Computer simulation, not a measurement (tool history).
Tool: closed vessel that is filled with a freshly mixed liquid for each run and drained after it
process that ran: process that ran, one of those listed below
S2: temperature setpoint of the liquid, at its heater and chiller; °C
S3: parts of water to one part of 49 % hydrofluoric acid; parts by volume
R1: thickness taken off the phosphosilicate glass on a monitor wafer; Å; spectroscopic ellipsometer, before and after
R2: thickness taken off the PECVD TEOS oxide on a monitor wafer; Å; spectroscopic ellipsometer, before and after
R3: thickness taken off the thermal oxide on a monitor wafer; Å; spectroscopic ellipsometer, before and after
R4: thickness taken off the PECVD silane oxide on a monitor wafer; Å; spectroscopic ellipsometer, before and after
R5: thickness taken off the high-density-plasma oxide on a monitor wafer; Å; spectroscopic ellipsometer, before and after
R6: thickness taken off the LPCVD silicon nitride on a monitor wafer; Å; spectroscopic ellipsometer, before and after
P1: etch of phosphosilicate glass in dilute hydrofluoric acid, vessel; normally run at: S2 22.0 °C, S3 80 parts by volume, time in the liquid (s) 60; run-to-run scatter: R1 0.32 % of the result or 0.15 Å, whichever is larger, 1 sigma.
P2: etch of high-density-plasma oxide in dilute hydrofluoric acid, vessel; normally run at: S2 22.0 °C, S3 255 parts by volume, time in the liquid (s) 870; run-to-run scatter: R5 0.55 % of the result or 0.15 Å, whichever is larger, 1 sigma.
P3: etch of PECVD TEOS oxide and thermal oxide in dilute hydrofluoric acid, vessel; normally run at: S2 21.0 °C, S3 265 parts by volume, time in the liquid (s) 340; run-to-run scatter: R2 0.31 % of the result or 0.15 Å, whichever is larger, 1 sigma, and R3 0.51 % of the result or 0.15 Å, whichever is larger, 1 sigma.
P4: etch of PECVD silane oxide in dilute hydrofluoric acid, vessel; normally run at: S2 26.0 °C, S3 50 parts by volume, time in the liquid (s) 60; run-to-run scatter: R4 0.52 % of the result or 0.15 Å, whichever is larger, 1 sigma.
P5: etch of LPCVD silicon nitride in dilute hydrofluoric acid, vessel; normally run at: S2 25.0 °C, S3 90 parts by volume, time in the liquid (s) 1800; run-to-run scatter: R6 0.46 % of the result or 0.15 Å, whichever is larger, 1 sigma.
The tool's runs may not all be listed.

run 1 hour=18.6 | process_that_ran=P1 S2=22.0 S3=80 time_in_the_liquid_(s)=60 | R1=765.55
run 2 hour=27.1 | process_that_ran=P3 S2=21.0 S3=265 time_in_the_liquid_(s)=340 | R2=108.310 R3=45.315
run 3 hour=40.2 | process_that_ran=P1 S2=22.0 S3=80 time_in_the_liquid_(s)=60 | R1=764.64
run 4 hour=58.6 | process_that_ran=P3 S2=26.0 S3=265 time_in_the_liquid_(s)=340 | R2=129.150 R3=54.362
-- hour=64.1 hydrofluoric acid flow meter replaced
run 5 hour=71.8 | process_that_ran=P4 S2=34.0 S3=50 time_in_the_liquid_(s)=60 | R4=750.95
run 6 hour=89.4 | process_that_ran=P3 S2=21.0 S3=50 time_in_the_liquid_(s)=340 | R2=719.190 R3=304.410
run 7 hour=103.6 | process_that_ran=P2 S2=17.0 S3=255 time_in_the_liquid_(s)=870 | R5=111.380
run 8 hour=118.0 | process_that_ran=P1 S2=22.0 S3=80 time_in_the_liquid_(s)=60 | R1=767.26
run 9 hour=137.2 | process_that_ran=P1 S2=17.0 S3=30 time_in_the_liquid_(s)=60 | R1=1764.20
run 10 hour=150.1 | process_that_ran=P4 S2=26.0 S3=50 time_in_the_liquid_(s)=30 | R4=276.81
run 11 hour=165.1 | process_that_ran=P3 S2=21.0 S3=265 time_in_the_liquid_(s)=340 | R2=107.840 R3=45.713
run 12 hour=174.1 | process_that_ran=P3 S2=21.0 S3=265 time_in_the_liquid_(s)=35 | R2=11.218 R3=4.721
run 13 hour=191.5 | process_that_ran=P1 S2=22.0 S3=145 time_in_the_liquid_(s)=60 | R1=392.08
run 14 hour=202.6 | process_that_ran=P1 S2=22.0 S3=80 time_in_the_liquid_(s)=60 | R1=767.78
run 15 hour=219.7 | process_that_ran=P4 S2=26.0 S3=90 time_in_the_liquid_(s)=60 | R4=292.26
run 16 hour=232.4 | process_that_ran=P1 S2=22.0 S3=50 time_in_the_liquid_(s)=60 | R1=1268.80
run 17 hour=246.9 | process_that_ran=P5 S2=25.0 S3=90 time_in_the_liquid_(s)=2700 | R6=171.980
run 18 hour=262.7 | process_that_ran=P5 S2=25.0 S3=20 time_in_the_liquid_(s)=1800 | R6=498.790
run 19 hour=275.6 | process_that_ran=P4 S2=26.0 S3=50 time_in_the_liquid_(s)=60 | R4=553.51
run 20 hour=293.9 | process_that_ran=P2 S2=22.0 S3=255 time_in_the_liquid_(s)=870 | R5=134.270
-- hour=308.7 thermometer replaced
run 21 hour=313.1 | process_that_ran=P5 S2=18.0 S3=90 time_in_the_liquid_(s)=1800 | R6=71.119
run 22 hour=327.3 | process_that_ran=P1 S2=22.0 S3=80 time_in_the_liquid_(s)=60 | R1=765.93
run 23 hour=337.5 | process_that_ran=P1 S2=17.5 S3=80 time_in_the_liquid_(s)=60 | R1=635.97
run 24 hour=354.2 | process_that_ran=P2 S2=22.0 S3=60 time_in_the_liquid_(s)=870 | R5=705.810
run 25 hour=366.7 | process_that_ran=P1 S2=22.0 S3=80 time_in_the_liquid_(s)=60 | R1=766.85
run 26 hour=382.6 | process_that_ran=P1 S2=22.0 S3=80 time_in_the_liquid_(s)=95 | R1=1216.50
run 27 hour=395.8 | process_that_ran=P1 S2=22.0 S3=80 time_in_the_liquid_(s)=30 | R1=382.56
run 28 hour=414.0 | process_that_ran=P2 S2=22.0 S3=255 time_in_the_liquid_(s)=125 | R5=19.616
run 29 hour=432.4 | process_that_ran=P1 S2=17.0 S3=35 time_in_the_liquid_(s)=60 | R1=1486.80
run 30 hour=447.3 | process_that_ran=P1 S2=27.0 S3=80 time_in_the_liquid_(s)=60 | R1=933.29
run 31 hour=459.9 | process_that_ran=P5 S2=25.0 S3=90 time_in_the_liquid_(s)=1800 | R6=115.190
run 32 hour=474.2 | process_that_ran=P1 S2=22.0 S3=80 time_in_the_liquid_(s)=60 | R1=764.51
run 33 hour=488.8 | process_that_ran=P1 S2=22.0 S3=80 time_in_the_liquid_(s)=60 | R1=790.71
run 34 hour=507.0 | process_that_ran=P1 S2=22.0 S3=80 time_in_the_liquid_(s)=60 | R1=796.71
run 35 hour=525.9 | process_that_ran=P1 S2=22.0 S3=80 time_in_the_liquid_(s)=60 | R1=808.66
run 36 hour=544.5 | process_that_ran=P1 S2=22.0 S3=80 time_in_the_liquid_(s)=60 | R1=807.34
run 37 hour=553.0 | process_that_ran=P1 S2=22.0 S3=80 time_in_the_liquid_(s)=60 | R1=806.66
run 38 hour=565.5 | process_that_ran=P1 S2=22.0 S3=80 time_in_the_liquid_(s)=60 | R1=811.98
run 39 hour=579.1 | process_that_ran=P1 S2=22.0 S3=80 time_in_the_liquid_(s)=60 | R1=811.21

What P1 gives has crept away from where it was. These 2 causes fit the log equally well, each at the size given:
A: hydrofluoric acid flow above the setpoint (%) = 5.28
B: liquid hotter than its thermometer reads (K) = 1.39
The creep began at about hour 474.2.

4 check runs are offered, one wafer each, their results left as question marks. Which one tells the causes apart?
run check 1 hour=592.7 | process_that_ran=P4 S2=26.0 S3=75 time_in_the_liquid_(s)=60 | R4=?
run check 2 hour=592.7 | process_that_ran=P2 S2=22.0 S3=105 time_in_the_liquid_(s)=870 | R5=?
run check 3 hour=592.7 | process_that_ran=P3 S2=21.0 S3=70 time_in_the_liquid_(s)=190 | R2=? R3=?
run check 4 hour=592.7 | process_that_ran=P5 S2=25.0 S3=35 time_in_the_liquid_(s)=1800 | R6=?

What each check would give under each cause:
check=check_1 result=R4 if_A=378.82 if_B=378.19
check=check_2 result=R5 if_A=404.210 if_B=403.350
check=check_3 result=R2 if_A=295.970 if_B=296.490
check=check_3 result=R3 if_A=124.610 if_B=124.830
check=check_4 result=R6 if_A=304.890 if_B=318.340
How far apart the two closest causes lie, in the result that separates them most: check 1 0.17 %; check 2 0.21 %; check 3 0.18 %; check 4 4.32 %
Only check 4 tells the causes apart: in the others they would give nearly the same result.

Check 4 was then run and gave: R6 304.290 Å. Which cause is it?

It is A: hydrofluoric acid flow above the setpoint (%).
